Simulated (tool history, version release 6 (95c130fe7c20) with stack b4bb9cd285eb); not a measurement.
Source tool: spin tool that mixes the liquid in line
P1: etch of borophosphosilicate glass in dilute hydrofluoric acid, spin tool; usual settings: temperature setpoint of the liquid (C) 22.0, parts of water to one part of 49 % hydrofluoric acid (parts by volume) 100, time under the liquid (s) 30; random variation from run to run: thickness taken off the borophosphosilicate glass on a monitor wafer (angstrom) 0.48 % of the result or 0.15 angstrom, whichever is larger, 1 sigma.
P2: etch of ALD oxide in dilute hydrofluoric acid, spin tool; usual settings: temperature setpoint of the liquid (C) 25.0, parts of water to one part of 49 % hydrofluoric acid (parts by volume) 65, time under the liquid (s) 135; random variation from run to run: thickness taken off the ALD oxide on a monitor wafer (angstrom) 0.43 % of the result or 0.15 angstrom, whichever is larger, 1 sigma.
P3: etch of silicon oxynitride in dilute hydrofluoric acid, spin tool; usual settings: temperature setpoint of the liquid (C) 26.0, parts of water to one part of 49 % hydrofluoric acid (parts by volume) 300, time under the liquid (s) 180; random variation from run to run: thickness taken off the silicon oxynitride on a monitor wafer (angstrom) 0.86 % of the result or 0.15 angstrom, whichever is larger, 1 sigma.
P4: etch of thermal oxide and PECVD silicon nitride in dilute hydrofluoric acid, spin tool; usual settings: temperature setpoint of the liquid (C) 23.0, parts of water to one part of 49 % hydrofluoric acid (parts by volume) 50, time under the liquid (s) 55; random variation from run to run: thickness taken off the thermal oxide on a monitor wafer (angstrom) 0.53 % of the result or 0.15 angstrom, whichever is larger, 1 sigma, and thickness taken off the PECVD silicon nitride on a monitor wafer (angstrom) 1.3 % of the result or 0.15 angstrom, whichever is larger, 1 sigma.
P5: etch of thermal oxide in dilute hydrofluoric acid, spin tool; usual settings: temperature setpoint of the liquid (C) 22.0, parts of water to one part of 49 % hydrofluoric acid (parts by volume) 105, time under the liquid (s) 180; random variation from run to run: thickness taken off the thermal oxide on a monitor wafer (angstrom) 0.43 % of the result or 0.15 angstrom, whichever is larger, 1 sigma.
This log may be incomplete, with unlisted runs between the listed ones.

| run | hour | process that ran | temperature setpoint of the liquid (C) | parts of water to one part of 49 % hydrofluoric acid (parts by volume) | time under the liquid (s) | thickness taken off the borophosphosilicate glass on a monitor wafer (angstrom) | thickness taken off the ALD oxide on a monitor wafer (angstrom) | thickness taken off the thermal oxide on a monitor wafer (angstrom) | thickness taken off the silicon oxynitride on a monitor wafer (angstrom) | thickness taken off the PECVD silicon nitride on a monitor wafer (angstrom) |
|---|---|---|---|---|---|---|---|---|---|---|
| 1 | 8.1 | P1 | 22.0 | 100 | 30 | 148.160 |  |  |  |  |
| 2 | 13.8 | P1 | 22.0 | 100 | 15 | 74.991 |  |  |  |  |
| 3 | 21.1 | P2 | 25.0 | 65 | 135 |  | 460.04 |  |  |  |
| 4 | 30.4 | P5 | 22.0 | 145 | 180 |  |  | 51.782 |  |  |
|  | 31.5 | hydrofluoric acid flow meter replaced |
| 5 | 41.6 | P1 | 22.0 | 100 | 30 | 148.160 |  |  |  |  |
| 6 | 50.0 | P1 | 29.0 | 100 | 30 | 194.800 |  |  |  |  |
| 7 | 59.1 | P5 | 22.0 | 105 | 180 |  |  | 73.898 |  |  |
| 8 | 70.9 | P1 | 28.0 | 100 | 55 | 345.240 |  |  |  |  |
| 9 | 82.1 | P3 | 26.0 | 510 | 180 |  |  |  | 14.776 |  |
| 10 | 92.4 | P4 | 23.0 | 50 | 20 |  |  | 18.460 |  | 6.0647 |
| 11 | 103.4 | P1 | 22.0 | 155 | 30 | 90.461 |  |  |  |  |
| 12 | 112.9 | P1 | 22.0 | 100 | 30 | 149.120 |  |  |  |  |
| 13 | 121.7 | P1 | 22.0 | 100 | 45 | 223.060 |  |  |  |  |
| 14 | 133.2 | P1 | 22.0 | 30 | 30 | 537.630 |  |  |  |  |
| 15 | 146.1 | P4 | 23.0 | 50 | 55 |  |  | 51.352 |  | 17.6200 |
| 16 | 153.7 | P1 | 17.0 | 100 | 30 | 121.160 |  |  |  |  |
| 17 | 161.6 | P3 | 20.5 | 300 | 180 |  |  |  | 22.301 |  |
| 18 | 172.8 | P4 | 23.0 | 85 | 55 |  |  | 29.007 |  | 10.3080 |
| 19 | 180.1 | P4 | 17.0 | 50 | 55 |  |  | 39.411 |  | 11.4250 |
| 20 | 190.4 | P5 | 30.0 | 105 | 180 |  |  | 99.895 |  |  |
| 21 | 199.6 | P2 | 25.0 | 105 | 135 |  | 270.28 |  |  |  |
| 22 | 211.8 | P1 | 22.0 | 55 | 60 | 575.330 |  |  |  |  |
| 23 | 222.6 | P3 | 26.0 | 300 | 180 |  |  |  | 28.612 |  |
| 24 | 229.9 | P1 | 22.0 | 100 | 30 | 149.690 |  |  |  |  |
| 25 | 239.8 | P3 | 26.0 | 300 | 300 |  |  |  | 47.512 |  |
| 26 | 251.0 | P2 | 30.5 | 65 | 135 |  | 575.41 |  |  |  |
| 27 | 259.4 | P4 | 23.0 | 50 | 55 |  |  | 51.061 |  | 17.2600 |
| 28 | 266.1 | P2 | 25.0 | 65 | 45 |  | 153.12 |  |  |  |
| 29 | 272.5 | P5 | 22.0 | 105 | 325 |  |  | 132.800 |  |  |
| 30 | 283.3 | P1 | 22.0 | 100 | 30 | 148.510 |  |  |  |  |
| 31 | 294.0 | P1 | 22.0 | 100 | 30 | 153.770 |  |  |  |  |
| 32 | 301.1 | P1 | 22.0 | 100 | 30 | 155.680 |  |  |  |  |
| 33 | 314.0 | P1 | 22.0 | 100 | 30 | 159.240 |  |  |  |  |
| 34 | 326.0 | P1 | 22.0 | 100 | 30 | 159.230 |  |  |  |  |
| 35 | 332.2 | P1 | 22.0 | 100 | 30 | 159.070 |  |  |  |  |
| 36 | 340.7 | P1 | 22.0 | 100 | 30 | 159.760 |  |  |  |  |
| 37 | 351.4 | P1 | 22.0 | 100 | 30 | 161.530 |  |  |  |  |
| 38 | 359.4 | P1 | 22.0 | 100 | 30 | 161.260 |  |  |  |  |

The output of P1 has drifted from where it used to be. Each of the 2 causes below, taken at the size shown beside it, accounts for the log equally well:
A: hydrofluoric acid flow above the setpoint (%) = 6.63
B: liquid hotter than its thermometer reads (K) = 1.79
The creep began at about hour 283.3.

Which of the check runs below tells the causes apart, meaning the causes would give it clearly different results? Each run uses 5 wafers whose results are averaged, and each result is shown as a question mark.
| check 1 | 367.4 | P5 | 22.0 | 105 | 180 |  |  | ? |  |  |
| check 2 | 367.4 | P3 | 26.0 | 300 | 180 |  |  |  | ? |  |
| check 3 | 367.4 | P4 | 23.0 | 50 | 55 |  |  | ? |  | ? |
| check 4 | 367.4 | P2 | 25.0 | 65 | 135 |  | ? |  |  |  |

Predicted outcomes, by check and by cause:
| check | result | if A | if B |
|---|---|---|---|
| check 1 | thickness taken off the thermal oxide on a monitor wafer (angstrom) | 79.384 | 79.348 |
| check 2 | thickness taken off the silicon oxynitride on a monitor wafer (angstrom) | 30.575 | 30.440 |
| check 3 | thickness taken off the thermal oxide on a monitor wafer (angstrom) | 54.732 | 55.033 |
| check 3 | thickness taken off the PECVD silicon nitride on a monitor wafer (angstrom) | 18.2780 | 19.3720 |
| check 4 | thickness taken off the ALD oxide on a monitor wafer (angstrom) | 494.92 | 495.97 |
Per-check spread between the two closest causes, in the result where they differ most: check 1 0.05 %; check 2 0.44 %; check 3 5.81 %; check 4 0.21 %
Of the check runs offered, only check 3 discriminates between the causes; the rest would read about the same regardless of which cause applies.

After running check 3, the following was obtained: thickness taken off the thermal oxide on a monitor wafer (angstrom) 54.963; thickness taken off the PECVD silicon nitride on a monitor wafer (angstrom) 18.2330. Which cause does this point to?

Of the candidate causes, it is A: hydrofluoric acid flow above the setpoint (%).
